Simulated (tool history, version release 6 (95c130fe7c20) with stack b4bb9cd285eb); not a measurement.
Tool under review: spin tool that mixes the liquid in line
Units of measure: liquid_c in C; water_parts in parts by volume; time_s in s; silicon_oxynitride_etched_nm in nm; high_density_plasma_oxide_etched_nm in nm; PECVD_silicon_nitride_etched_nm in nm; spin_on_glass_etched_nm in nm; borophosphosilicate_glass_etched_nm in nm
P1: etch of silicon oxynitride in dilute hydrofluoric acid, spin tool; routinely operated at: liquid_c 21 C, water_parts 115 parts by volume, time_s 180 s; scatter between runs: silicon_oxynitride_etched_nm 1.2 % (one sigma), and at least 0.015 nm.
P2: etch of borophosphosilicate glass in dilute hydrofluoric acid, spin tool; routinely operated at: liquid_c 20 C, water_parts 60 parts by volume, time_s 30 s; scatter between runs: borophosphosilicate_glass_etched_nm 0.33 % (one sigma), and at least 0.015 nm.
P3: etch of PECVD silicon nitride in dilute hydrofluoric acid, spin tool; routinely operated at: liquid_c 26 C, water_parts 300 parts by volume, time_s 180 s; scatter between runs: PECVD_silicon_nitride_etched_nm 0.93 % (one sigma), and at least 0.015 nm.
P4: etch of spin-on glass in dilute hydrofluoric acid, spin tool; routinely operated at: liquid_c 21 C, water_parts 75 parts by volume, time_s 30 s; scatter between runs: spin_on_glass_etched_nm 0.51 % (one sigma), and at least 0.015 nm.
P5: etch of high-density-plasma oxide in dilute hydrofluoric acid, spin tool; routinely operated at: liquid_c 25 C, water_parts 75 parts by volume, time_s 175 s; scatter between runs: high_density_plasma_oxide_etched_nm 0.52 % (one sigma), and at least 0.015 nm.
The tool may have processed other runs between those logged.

run,hour,process,liquid_c,water_parts,time_s,hours since the thermometer was replaced,hours since the hydrofluoric acid flow meter was replaced,silicon_oxynitride_etched_nm,high_density_plasma_oxide_etched_nm,PECVD_silicon_nitride_etched_nm,spin_on_glass_etched_nm,borophosphosilicate_glass_etched_nm
1,6.3,P1,21,115,180,136.3,243.3,2.173,,,,
2,10.5,P1,21,115,180,140.5,247.5,2.132,,,,
3,16.5,P5,25,75,175,146.5,253.5,,23.928,,,
4,22.4,P3,26,300,65,152.4,259.4,,,0.84598,,
5,27.6,P5,25,75,175,157.6,264.6,,23.85,,,
6,31.1,P1,21,115,180,161.1,268.1,2.1503,,,,
7,34.8,P1,21,115,180,164.8,271.8,2.1283,,,,
8,38.5,P1,21,115,315,168.5,275.5,3.7288,,,,
9,44.2,P1,21,115,60,174.2,281.2,0.71369,,,,
10,49.4,P4,21,75,60,179.4,286.4,,,,32.037,
11,55.7,P5,25,20,175,185.7,292.7,,96.778,,,
12,60.2,P2,20,60,30,190.2,297.2,,,,,15.212
13,66.9,P2,20,60,65,196.9,303.9,,,,,33.069
14,70.1,P3,26,55,180,200.1,307.1,,,12.493,,
15,73.9,P1,21,115,180,203.9,310.9,2.1825,,,,
16,78.2,P1,28.5,115,180,208.2,315.2,3.0994,,,,
17,84.2,P4,27.5,75,30,214.2,321.2,,,,20.914,
18,88,P1,21,200,180,218,325,1.1873,,,,
19,92.4,P1,17,115,180,222.4,329.4,1.7399,,,,
20,97.9,P3,26,300,180,227.9,334.9,,,2.2981,,
21,101.7,P1,17,25,180,231.7,338.7,8.6213,,,,
22,107.6,P3,18,300,180,237.6,344.6,,,1.3831,,
23,114.1,P5,30.5,75,175,244.1,351.1,,29.906,,,
24,117.5,P4,21,30,30,247.5,354.5,,,,42.182,
25,121,P2,20,20,30,251,358,,,,,48.519
26,124.7,P1,21,35,180,254.7,361.7,7.4843,,,,
27,128.1,P2,17,60,30,258.1,365.1,,,,,13.388
28,132,P4,21,75,30,262,369,,,,16.174,
29,138.2,P5,25,75,345,268.2,375.2,,47.104,,,
30,144.3,P1,21,115,180,274.3,381.3,2.1518,,,,
31,150.1,P1,21,115,180,280.1,387.1,2.2867,,,,
32,154.7,P1,21,115,180,284.7,391.7,2.3026,,,,
33,161.1,P1,21,115,180,291.1,398.1,2.3654,,,,
34,166.3,P1,21,115,180,296.3,403.3,2.3426,,,,
35,172.4,P1,21,115,180,302.4,409.4,2.367,,,,

Run 36 is up next; what results do you expect?
36,177.7,P1,21,115,180,307.7,414.7,?,,,,

Logged for run 36: silicon_oxynitride_etched_nm 2.418 nm.

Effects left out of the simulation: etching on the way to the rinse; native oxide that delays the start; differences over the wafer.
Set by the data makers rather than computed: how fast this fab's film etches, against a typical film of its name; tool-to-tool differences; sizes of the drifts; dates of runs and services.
